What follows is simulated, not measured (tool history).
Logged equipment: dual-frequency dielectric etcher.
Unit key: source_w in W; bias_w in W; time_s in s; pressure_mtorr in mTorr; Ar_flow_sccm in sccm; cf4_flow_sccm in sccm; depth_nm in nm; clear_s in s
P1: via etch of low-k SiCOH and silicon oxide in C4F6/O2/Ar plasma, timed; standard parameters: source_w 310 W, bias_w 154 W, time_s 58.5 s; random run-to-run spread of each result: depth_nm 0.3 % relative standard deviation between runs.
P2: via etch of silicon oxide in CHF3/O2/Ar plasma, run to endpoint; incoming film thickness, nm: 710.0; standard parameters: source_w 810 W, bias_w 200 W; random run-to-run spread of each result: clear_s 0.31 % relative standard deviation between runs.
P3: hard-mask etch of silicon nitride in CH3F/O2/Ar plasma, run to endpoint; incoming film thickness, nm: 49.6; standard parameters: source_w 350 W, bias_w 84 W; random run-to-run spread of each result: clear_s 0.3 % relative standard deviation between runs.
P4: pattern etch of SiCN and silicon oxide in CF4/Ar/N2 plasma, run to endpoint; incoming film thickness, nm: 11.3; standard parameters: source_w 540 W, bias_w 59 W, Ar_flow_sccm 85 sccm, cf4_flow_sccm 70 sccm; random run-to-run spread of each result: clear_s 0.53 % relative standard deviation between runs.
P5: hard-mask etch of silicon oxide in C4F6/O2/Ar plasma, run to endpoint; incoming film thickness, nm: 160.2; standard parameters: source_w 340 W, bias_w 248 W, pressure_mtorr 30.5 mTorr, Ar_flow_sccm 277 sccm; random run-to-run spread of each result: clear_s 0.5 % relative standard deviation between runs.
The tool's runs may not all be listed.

run   hour  process  source_w  bias_w  time_s  pressure_mtorr  Ar_flow_sccm  cf4_flow_sccm  hours since the last wet clean  hours since the last source power generator calibration  hours since the last bias power generator calibration  depth_nm  clear_s
  1    4.2       P1       310     154    58.5                                                                        391.2                                                     1133                                                 1133.3    133.11
  2    8.3       P1       380     190    58.5                                                                        395.3                                                   1137.1                                                 1137.4    153.36
  3   14.9       P1       440     154    58.5                                                                        401.9                                                   1143.7                                                   1144     151.8
  4   18.4       P2       490     200                                                                                405.4                                                   1147.2                                                 1147.5             367.89
  5   23.9       P5       340     148                    30.5           277                                          410.9                                                   1152.7                                                   1153             56.085
  6     28       P5       340     248                    30.5           351                                            415                                                   1156.8                                                 1157.1             48.507
  7   32.4       P1       310     154    58.5                                                                        419.4                                                   1161.2                                                 1161.5    132.25
      35.3  -- bias power generator calibrated
  8   36.4       P1       310     188    58.5                                                                        423.4                                                   1165.2                                                    1.1    141.54
  9   40.6       P4       540      59                                    53             70                           427.6                                                   1169.4                                                    5.3             10.732
 10     45       P3       350      84                                                                                  432                                                   1173.8                                                    9.7             70.529
 11   49.3       P1       310     154    58.5                                                                        436.3                                                   1178.1                                                     14    132.51
 12     55       P5       340     248                      36           277                                            442                                                   1183.8                                                   19.7             48.809
 13   58.4       P5       340     248                    30.5           277                                          445.4                                                   1187.2                                                   23.1             47.278
 14   62.8       P1       310     154      85                                                                        449.8                                                   1191.6                                                   27.5    193.91
 15   68.8       P3       350      84                                                                                455.8                                                   1197.6                                                   33.5             70.302
 16   71.9       P1       310     154    58.5                                                                        458.9                                                   1200.7                                                   36.6    132.14
 17   75.7       P1       180     154    58.5                                                                        462.7                                                   1204.5                                                   40.4    107.19
 18   79.6       P4       720      59                                    85             70                           466.6                                                   1208.4                                                   44.3              9.043
 19   84.7       P1       310     154    58.5                                                                        471.7                                                   1213.5                                                   49.4     132.6
 20   91.5       P3       350      52                                                                                478.5                                                   1220.3                                                   56.2             83.212
 21   96.6       P1       310     120    58.5                                                                        483.6                                                   1225.4                                                   61.3    122.65
 22  100.6       P4       540      59                                    85             70                           487.6                                                   1229.4                                                   65.3              11.63
 23  105.2       P1       310     154    43.5                                                                        492.2                                                     1234                                                   69.9    98.745
 24  111.2       P3       470      84                                                                                498.2                                                     1240                                                   75.9             63.049
 25  117.7       P4       540      59                                    85             54                           504.7                                                   1246.5                                                   82.4             12.079
 26  122.7       P2       810     200                                                                                509.7                                                   1251.5                                                   87.4                302
 27  129.1       P5       220     248                    30.5           277                                          516.1                                                   1257.9                                                   93.8             55.409
 28  135.5       P4       540      75                                    85             70                           522.5                                                   1264.3                                                  100.2             10.753
 29  138.8       P1       310     196    47.5                                                                        525.8                                                   1267.6                                                  103.5    116.16
 30  142.3       P2       810     271                                                                                529.3                                                   1271.1                                                    107             273.42
 31  145.9       P1       310     154    58.5                                                                        532.9                                                   1274.7                                                  110.6    132.41

Run 32, settings as shown, results not yet in. Your forecast:
 32  150.5       P1       310     154    58.5                                                                        537.5                                                   1279.3                                                  115.2         ?

{"run 32": {"depth_nm": 133.94}}
